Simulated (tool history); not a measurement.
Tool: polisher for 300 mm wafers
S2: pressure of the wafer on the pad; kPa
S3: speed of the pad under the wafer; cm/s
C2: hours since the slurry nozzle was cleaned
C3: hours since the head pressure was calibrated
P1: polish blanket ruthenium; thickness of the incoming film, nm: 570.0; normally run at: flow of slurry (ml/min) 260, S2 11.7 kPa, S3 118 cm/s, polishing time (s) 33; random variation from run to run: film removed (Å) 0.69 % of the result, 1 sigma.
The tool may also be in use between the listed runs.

{"run": 1, "hour": 5.5, "flow of slurry (ml/min)": 260, "S2": 11.7, "S3": 118, "polishing time (s)": 33, "wafers polished on this pad": 863, "C2": 113.8, "C3": 75.1, "film removed (Å)": 376.71}
{"run": 2, "hour": 10.8, "flow of slurry (ml/min)": 155, "S2": 11.7, "S3": 118, "polishing time (s)": 33, "wafers polished on this pad": 902, "C2": 119.1, "C3": 80.4, "film removed (Å)": 353.37}
{"run": 3, "hour": 16.4, "flow of slurry (ml/min)": 260, "S2": 11.7, "S3": 118, "polishing time (s)": 33, "wafers polished on this pad": 943, "C2": 124.7, "C3": 86, "film removed (Å)": 383.5}
{"run": 4, "hour": 22.9, "flow of slurry (ml/min)": 260, "S2": 7.6, "S3": 176, "polishing time (s)": 33, "wafers polished on this pad": 990, "C2": 131.2, "C3": 92.5, "film removed (Å)": 367.59}
{"run": 5, "hour": 30.1, "flow of slurry (ml/min)": 260, "S2": 11.7, "S3": 118, "polishing time (s)": 51, "wafers polished on this pad": 1043, "C2": 138.4, "C3": 99.7, "film removed (Å)": 590.43}
{"run": 6, "hour": 34.4, "flow of slurry (ml/min)": 260, "S2": 5.5, "S3": 118, "polishing time (s)": 33, "wafers polished on this pad": 1074, "C2": 142.7, "C3": 104, "film removed (Å)": 179.52}
{"run": 7, "hour": 41.8, "flow of slurry (ml/min)": 370, "S2": 11.7, "S3": 118, "polishing time (s)": 33, "wafers polished on this pad": 1128, "C2": 150.1, "C3": 111.4, "film removed (Å)": 392.75}
{"run": 8, "hour": 45.8, "flow of slurry (ml/min)": 260, "S2": 11.7, "S3": 58, "polishing time (s)": 33, "wafers polished on this pad": 1158, "C2": 154.1, "C3": 115.4, "film removed (Å)": 187.89}
{"run": 9, "hour": 51.3, "flow of slurry (ml/min)": 260, "S2": 11.7, "S3": 118, "polishing time (s)": 33, "wafers polished on this pad": 1198, "C2": 159.6, "C3": 120.9, "film removed (Å)": 386.42}
{"run": 10, "hour": 57.5, "flow of slurry (ml/min)": 260, "S2": 11.7, "S3": 118, "polishing time (s)": 33, "wafers polished on this pad": 1243, "C2": 165.8, "C3": 127.1, "film removed (Å)": 379.38}
{"run": 11, "hour": 61.3, "flow of slurry (ml/min)": 260, "S2": 11.7, "S3": 118, "polishing time (s)": 15, "wafers polished on this pad": 1271, "C2": 169.6, "C3": 130.9, "film removed (Å)": 173.07}
{"run": 12, "hour": 66.3, "flow of slurry (ml/min)": 260, "S2": 11.7, "S3": 118, "polishing time (s)": 33, "wafers polished on this pad": 1307, "C2": 174.6, "C3": 135.9, "film removed (Å)": 379.37}
{"hour": 69.9, "done": "worn pad replaced by a new one"}
{"run": 13, "hour": 72.6, "flow of slurry (ml/min)": 260, "S2": 11.7, "S3": 118, "polishing time (s)": 33, "wafers polished on this pad": 20, "C2": 180.9, "C3": 142.2, "film removed (Å)": 382.92}
{"run": 14, "hour": 78.1, "flow of slurry (ml/min)": 260, "S2": 11.7, "S3": 118, "polishing time (s)": 33, "wafers polished on this pad": 60, "C2": 186.4, "C3": 147.7, "film removed (Å)": 381.87}
{"run": 15, "hour": 81.6, "flow of slurry (ml/min)": 260, "S2": 11.7, "S3": 168, "polishing time (s)": 33, "wafers polished on this pad": 85, "C2": 189.9, "C3": 151.2, "film removed (Å)": 543.15}
{"run": 16, "hour": 85.9, "flow of slurry (ml/min)": 260, "S2": 17.9, "S3": 118, "polishing time (s)": 33, "wafers polished on this pad": 117, "C2": 194.2, "C3": 155.5, "film removed (Å)": 585.58}
{"run": 17, "hour": 90.5, "flow of slurry (ml/min)": 260, "S2": 11.7, "S3": 118, "polishing time (s)": 33, "wafers polished on this pad": 150, "C2": 198.8, "C3": 160.1, "film removed (Å)": 376.76}
{"run": 18, "hour": 94.9, "flow of slurry (ml/min)": 260, "S2": 11.7, "S3": 118, "polishing time (s)": 33, "wafers polished on this pad": 182, "C2": 203.2, "C3": 164.5, "film removed (Å)": 367.18}
{"run": 19, "hour": 101.6, "flow of slurry (ml/min)": 260, "S2": 11.7, "S3": 118, "polishing time (s)": 33, "wafers polished on this pad": 231, "C2": 209.9, "C3": 171.2, "film removed (Å)": 364.09}

Run 20 comes next. What will it give?
{"run": 20, "hour": 107.7, "flow of slurry (ml/min)": 260, "S2": 11.7, "S3": 118, "polishing time (s)": 33, "wafers polished on this pad": 276, "C2": 216, "C3": 177.3, "film removed (Å)": "?"}

{"run 20": {"film removed (Å)": 359.7}}
